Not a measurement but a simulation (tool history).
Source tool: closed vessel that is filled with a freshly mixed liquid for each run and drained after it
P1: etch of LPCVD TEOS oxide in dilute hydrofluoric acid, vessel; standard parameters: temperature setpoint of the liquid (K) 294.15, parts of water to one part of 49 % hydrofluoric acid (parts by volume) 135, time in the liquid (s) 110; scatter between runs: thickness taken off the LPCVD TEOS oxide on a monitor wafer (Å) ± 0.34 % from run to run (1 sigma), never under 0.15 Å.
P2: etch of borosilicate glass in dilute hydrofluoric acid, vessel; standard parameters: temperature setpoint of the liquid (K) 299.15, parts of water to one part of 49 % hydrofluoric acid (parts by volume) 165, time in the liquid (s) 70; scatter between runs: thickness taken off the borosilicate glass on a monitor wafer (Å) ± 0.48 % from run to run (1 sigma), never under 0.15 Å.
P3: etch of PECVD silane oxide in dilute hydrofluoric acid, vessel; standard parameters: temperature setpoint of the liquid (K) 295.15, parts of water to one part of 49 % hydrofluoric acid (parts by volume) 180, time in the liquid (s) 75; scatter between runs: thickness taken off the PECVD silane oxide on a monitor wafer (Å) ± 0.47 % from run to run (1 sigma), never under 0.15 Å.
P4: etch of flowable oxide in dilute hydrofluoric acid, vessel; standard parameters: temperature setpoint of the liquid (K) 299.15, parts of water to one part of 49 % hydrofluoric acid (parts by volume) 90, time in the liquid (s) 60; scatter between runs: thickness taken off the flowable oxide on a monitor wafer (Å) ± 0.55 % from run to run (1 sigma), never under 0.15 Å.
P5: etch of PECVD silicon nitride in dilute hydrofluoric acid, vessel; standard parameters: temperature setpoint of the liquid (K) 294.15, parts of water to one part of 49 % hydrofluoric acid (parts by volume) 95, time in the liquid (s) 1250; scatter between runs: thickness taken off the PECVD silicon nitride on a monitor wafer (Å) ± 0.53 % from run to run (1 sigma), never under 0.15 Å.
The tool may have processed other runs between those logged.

| run | hour | process that ran | temperature setpoint of the liquid (K) | parts of water to one part of 49 % hydrofluoric acid (parts by volume) | time in the liquid (s) | hours since the thermometer was replaced | hours since the hydrofluoric acid flow meter was replaced | thickness taken off the LPCVD TEOS oxide on a monitor wafer (Å) | thickness taken off the flowable oxide on a monitor wafer (Å) | thickness taken off the borosilicate glass on a monitor wafer (Å) | thickness taken off the PECVD silane oxide on a monitor wafer (Å) | thickness taken off the PECVD silicon nitride on a monitor wafer (Å) |
|---|---|---|---|---|---|---|---|---|---|---|---|---|
| 1 | 3.3 | P1 | 294.15 | 135 | 110 | 589.2 | 838.8 | 274.43 |  |  |  |  |
| 2 | 7.2 | P4 | 299.15 | 90 | 60 | 593.1 | 842.7 |  | 244.79 |  |  |  |
| 3 | 12.8 | P4 | 305.15 | 90 | 60 | 598.7 | 848.3 |  | 307.16 |  |  |  |
| 4 | 15.9 | P2 | 299.15 | 165 | 70 | 601.8 | 851.4 |  |  | 117.16 |  |  |
| 5 | 20.7 | P3 | 295.15 | 180 | 75 | 606.6 | 856.2 |  |  |  | 129.32 |  |
| 6 | 23.5 | P5 | 294.15 | 95 | 1250 | 609.4 | 859 |  |  |  |  | 271.12 |
| 7 | 26.4 | P4 | 299.15 | 90 | 100 | 612.3 | 861.9 |  | 408.85 |  |  |  |
| 8 | 30 | P1 | 294.15 | 135 | 110 | 615.9 | 865.5 | 274.45 |  |  |  |  |
| 9 | 33.9 | P2 | 299.15 | 165 | 130 | 619.8 | 869.4 |  |  | 215.99 |  |  |
| 10 | 37.7 | P1 | 290.15 | 40 | 110 | 623.6 | 873.2 | 865.47 |  |  |  |  |
| 11 | 43.3 | P1 | 294.15 | 135 | 170 | 629.2 | 878.8 | 422.8 |  |  |  |  |
| 12 | 47.2 | P5 | 294.15 | 95 | 2460 | 633.1 | 882.7 |  |  |  |  | 538.19 |
| 13 | 51 | P4 | 299.15 | 160 | 60 | 636.9 | 886.5 |  | 126.27 |  |  |  |
| 14 | 56.5 | P4 | 299.15 | 90 | 60 | 642.4 | 892 |  | 241.54 |  |  |  |
| 15 | 61.8 | P1 | 297.65 | 135 | 30 | 647.7 | 897.3 | 85.85 |  |  |  |  |
| 16 | 66.2 | P2 | 299.15 | 90 | 70 | 652.1 | 901.7 |  |  | 233.98 |  |  |
| 17 | 70.7 | P2 | 303.65 | 165 | 70 | 656.6 | 906.2 |  |  | 137.83 |  |  |
| 18 | 74.5 | P1 | 294.15 | 135 | 110 | 660.4 | 910 | 274.76 |  |  |  |  |
| 19 | 79.7 | P1 | 290.15 | 135 | 110 | 665.6 | 915.2 | 232.78 |  |  |  |  |
| 20 | 83 | P1 | 294.15 | 190 | 110 | 668.9 | 918.5 | 183.58 |  |  |  |  |
| 21 | 88 | P1 | 302.15 | 135 | 110 | 673.9 | 923.5 | 375.22 |  |  |  |  |
| 22 | 92.4 | P3 | 303.65 | 180 | 75 | 678.3 | 927.9 |  |  |  | 175.75 |  |
| 23 | 95.7 | P1 | 294.15 | 135 | 110 | 681.6 | 931.2 | 272.73 |  |  |  |  |
| 24 | 100.1 | P5 | 300.65 | 95 | 1250 | 686 | 935.6 |  |  |  |  | 416.9 |
| 25 | 105 | P1 | 294.15 | 135 | 110 | 690.9 | 940.5 | 274.29 |  |  |  |  |
| 26 | 109.6 | P3 | 295.15 | 180 | 30 | 695.5 | 945.1 |  |  |  | 51.828 |  |
| 27 | 114.2 | P1 | 294.15 | 45 | 110 | 700.1 | 949.7 | 917.02 |  |  |  |  |
| 28 | 117.3 | P3 | 295.15 | 275 | 75 | 703.2 | 952.8 |  |  |  | 77.466 |  |
| 29 | 121.5 | P5 | 294.15 | 20 | 1250 | 707.4 | 957 |  |  |  |  | 1222.9 |
| 30 | 126.9 | P1 | 294.15 | 135 | 60 | 712.8 | 962.4 | 150.69 |  |  |  |  |
| 31 | 130.5 | P1 | 294.15 | 135 | 110 | 716.4 | 966 | 274.37 |  |  |  |  |
| 32 | 133.1 | P1 | 294.15 | 135 | 110 | 719 | 968.6 | 266.79 |  |  |  |  |
| 33 | 137.4 | P1 | 294.15 | 135 | 110 | 723.3 | 972.9 | 261.44 |  |  |  |  |
| 34 | 141.3 | P1 | 294.15 | 135 | 110 | 727.2 | 976.8 | 255.8 |  |  |  |  |
| 35 | 145.7 | P1 | 294.15 | 135 | 110 | 731.6 | 981.2 | 255.95 |  |  |  |  |
| 36 | 148.7 | P1 | 294.15 | 135 | 110 | 734.6 | 984.2 | 254.51 |  |  |  |  |
| 37 | 151.7 | P1 | 294.15 | 135 | 110 | 737.6 | 987.2 | 251.55 |  |  |  |  |
| 38 | 154.5 | P1 | 294.15 | 135 | 110 | 740.4 | 990 | 251.27 |  |  |  |  |
| 39 | 159.4 | P1 | 294.15 | 135 | 110 | 745.3 | 994.9 | 252.99 |  |  |  |  |

The log shows P1 creeping away from where it was. Any of the 2 causes listed here, at the size stated for it, fits the log just as well as the others:
A: liquid colder than its thermometer reads (K) = 2.13
B: hydrofluoric acid flow below the setpoint (%) = 7.14
Onset of the creep was near hour 130.5.

The check runs listed below each take one wafer, and their results are still question marks. Under which run would the listed causes lead to clearly different results?
| check 1 | 164.3 | P2 | 299.15 | 95 | 70 |  |  |  |  | ? |  |  |
| check 2 | 164.3 | P5 | 294.15 | 20 | 1765 |  |  |  |  |  |  | ? |
| check 3 | 164.3 | P4 | 299.15 | 145 | 90 |  |  |  | ? |  |  |  |
| check 4 | 164.3 | P3 | 298.65 | 180 | 50 |  |  |  |  |  | ? |  |

If the cause were each of the candidates in turn, the checks would give the following:
| check | result | if A | if B |
|---|---|---|---|
| check 1 | thickness taken off the borosilicate glass on a monitor wafer (Å) | 203.35 | 203.46 |
| check 2 | thickness taken off the PECVD silicon nitride on a monitor wafer (Å) | 1490.5 | 1614.1 |
| check 3 | thickness taken off the flowable oxide on a monitor wafer (Å) | 196.69 | 195.42 |
| check 4 | thickness taken off the PECVD silane oxide on a monitor wafer (Å) | 91.056 | 90.123 |
Smallest distance between any two causes, each pair judged by its most separating result, in per cent: check 1 0.05 %; check 2 7.96 %; check 3 0.65 %; check 4 1.03 %
Check 2 distinguishes between the causes, while the remaining checks would return nearly the same result for all of them.

Here is what check 2 returned: thickness taken off the PECVD silicon nitride on a monitor wafer (Å) 1494.1. Which cause is it?

Of the candidate causes, it is A: liquid colder than its thermometer reads (K).
